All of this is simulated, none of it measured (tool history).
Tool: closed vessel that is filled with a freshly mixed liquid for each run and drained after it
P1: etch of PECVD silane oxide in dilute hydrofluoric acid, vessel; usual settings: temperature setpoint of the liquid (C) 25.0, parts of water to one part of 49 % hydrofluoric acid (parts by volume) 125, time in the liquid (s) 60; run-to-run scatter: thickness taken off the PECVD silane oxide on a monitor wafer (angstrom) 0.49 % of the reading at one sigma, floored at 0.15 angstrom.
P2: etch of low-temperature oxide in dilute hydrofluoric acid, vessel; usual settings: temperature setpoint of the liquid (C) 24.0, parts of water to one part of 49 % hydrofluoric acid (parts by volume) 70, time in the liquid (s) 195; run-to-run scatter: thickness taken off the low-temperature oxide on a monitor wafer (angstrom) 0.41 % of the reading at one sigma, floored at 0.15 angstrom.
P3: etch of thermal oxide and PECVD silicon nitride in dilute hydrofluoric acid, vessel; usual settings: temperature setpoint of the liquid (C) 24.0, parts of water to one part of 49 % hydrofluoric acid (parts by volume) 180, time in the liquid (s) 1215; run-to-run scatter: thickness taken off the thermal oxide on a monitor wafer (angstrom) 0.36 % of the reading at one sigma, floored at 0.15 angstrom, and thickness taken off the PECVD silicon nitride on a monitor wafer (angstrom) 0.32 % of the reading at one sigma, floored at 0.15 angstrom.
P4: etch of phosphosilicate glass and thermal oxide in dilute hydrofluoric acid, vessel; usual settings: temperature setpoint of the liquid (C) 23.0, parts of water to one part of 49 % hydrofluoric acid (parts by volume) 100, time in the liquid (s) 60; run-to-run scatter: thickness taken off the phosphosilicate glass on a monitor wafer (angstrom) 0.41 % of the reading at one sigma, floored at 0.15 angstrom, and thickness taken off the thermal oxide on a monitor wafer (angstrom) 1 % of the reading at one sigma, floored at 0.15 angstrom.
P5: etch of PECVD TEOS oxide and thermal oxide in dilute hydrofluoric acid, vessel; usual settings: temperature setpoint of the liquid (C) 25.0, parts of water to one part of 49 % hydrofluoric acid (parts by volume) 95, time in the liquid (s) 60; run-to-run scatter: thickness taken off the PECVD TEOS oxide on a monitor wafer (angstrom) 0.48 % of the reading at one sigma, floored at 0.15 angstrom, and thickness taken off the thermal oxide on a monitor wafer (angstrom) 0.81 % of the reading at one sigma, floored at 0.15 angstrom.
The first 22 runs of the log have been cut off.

| run | hour | process that ran | temperature setpoint of the liquid (C) | parts of water to one part of 49 % hydrofluoric acid (parts by volume) | time in the liquid (s) | hours since the thermometer was replaced | hours since the hydrofluoric acid flow meter was replaced | thickness taken off the PECVD silane oxide on a monitor wafer (angstrom) | thickness taken off the thermal oxide on a monitor wafer (angstrom) | thickness taken off the PECVD silicon nitride on a monitor wafer (angstrom) | thickness taken off the PECVD TEOS oxide on a monitor wafer (angstrom) | thickness taken off the low-temperature oxide on a monitor wafer (angstrom) | thickness taken off the phosphosilicate glass on a monitor wafer (angstrom) |
|---|---|---|---|---|---|---|---|---|---|---|---|---|---|
| 23 | 127.7 | P3 | 24.0 | 180 | 1215 | 417.9 | 422.7 |  | 264.570 | 154.480 |  |  |  |
| 24 | 135.2 | P1 | 25.0 | 125 | 60 | 425.4 | 430.2 | 156.020 |  |  |  |  |  |
| 25 | 142.1 | P4 | 23.0 | 160 | 60 | 432.3 | 437.1 |  | 16.091 |  |  |  | 321.03 |
| 26 | 146.7 | P4 | 30.0 | 100 | 60 | 436.9 | 441.7 |  | 36.326 |  |  |  | 719.24 |
| 27 | 152.4 | P1 | 25.0 | 165 | 30 | 442.6 | 447.4 | 56.255 |  |  |  |  |  |
| 28 | 159.4 | P3 | 17.0 | 180 | 1215 | 449.6 | 454.4 |  | 201.060 | 98.067 |  |  |  |
| 29 | 163.1 | P5 | 18.0 | 95 | 60 | 453.3 | 458.1 |  | 22.840 |  | 109.290 |  |  |
| 30 | 169.0 | P1 | 25.0 | 85 | 30 | 459.2 | 464.0 | 120.460 |  |  |  |  |  |

Run 31, settings as shown, results not yet in. Your forecast:
| 31 | 174.3 | P1 | 25.0 | 65 | 60 | 464.5 | 469.3 | ? |  |  |  |  |  |

{"run 31": {"thickness taken off the PECVD silane oxide on a monitor wafer (angstrom)": 324.61}}
